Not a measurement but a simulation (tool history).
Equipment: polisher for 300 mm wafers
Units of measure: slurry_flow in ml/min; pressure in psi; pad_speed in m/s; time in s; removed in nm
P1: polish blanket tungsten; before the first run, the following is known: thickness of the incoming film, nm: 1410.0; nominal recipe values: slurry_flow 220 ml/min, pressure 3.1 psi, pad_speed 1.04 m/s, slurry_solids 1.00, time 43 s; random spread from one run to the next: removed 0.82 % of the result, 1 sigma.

run,hour,slurry_flow,pressure,pad_speed,slurry_solids,time,wafers polished on this pad,hours since the slurry nozzle was cleaned,hours since the head pressure was calibrated,hours since the slurry blender was calibrated,hours since the slurry got fresh peroxide,removed
1,2.6,220,3.1,1.04,1.00,43,313,278.5,197.9,37.2,75.9,205.250
2,7.7,220,3.1,1.04,1.40,43,346,283.6,203.0,42.3,81.0,222.330
3,11.9,220,3.1,1.04,1.00,43,373,287.8,207.2,46.5,85.2,204.660
# hour 13.5: slurry nozzle cleaned
4,17.6,220,2.2,1.04,1.30,43,410,4.1,212.9,52.2,90.9,154.420
5,20.4,220,3.1,1.04,1.00,43,428,6.9,215.7,55.0,93.7,204.740
6,26.1,320,3.1,1.04,0.65,43,465,12.6,221.4,60.7,99.4,193.710
7,28.8,220,3.1,1.04,0.55,43,483,15.3,224.1,63.4,102.1,176.600
8,33.0,130,3.1,1.04,1.00,43,510,19.5,228.3,67.6,106.3,187.630
9,36.9,220,2.2,1.04,0.75,43,535,23.4,232.2,71.5,110.2,137.780
# hour 38.6: slurry tank refilled with fresh slurry and peroxide
10,40.2,220,3.1,1.04,1.00,43,557,26.7,235.5,74.8,1.7,201.350
11,45.1,220,3.1,1.48,1.00,43,588,31.6,240.4,79.7,6.6,293.210
12,48.2,220,1.4,1.04,1.00,43,609,34.7,243.5,82.8,9.7,91.653
13,51.9,220,3.1,0.72,1.00,43,632,38.4,247.2,86.5,13.4,141.760
14,57.6,220,3.1,1.04,1.00,43,669,44.1,252.9,92.2,19.1,201.420
15,63.0,220,3.1,1.04,1.00,28,704,49.5,258.3,97.6,24.5,134.480
16,66.0,220,3.1,1.04,1.00,43,724,52.5,261.3,100.6,27.5,205.980
# hour 66.3: head pressure recalibrated
17,68.8,220,3.1,1.04,1.00,68,742,55.3,2.6,103.4,30.3,327.560
18,74.5,335,3.1,1.04,1.00,43,779,61.0,8.3,109.1,36.0,211.480
19,77.0,220,4.7,1.04,1.00,43,795,63.5,10.8,111.6,38.5,308.520

Run 20, settings as shown, results not yet in. Your forecast:
20,82.0,220,3.1,1.04,1.00,43,828,68.5,15.8,116.6,43.5,?

Logged for run 20: removed 202.930 nm.
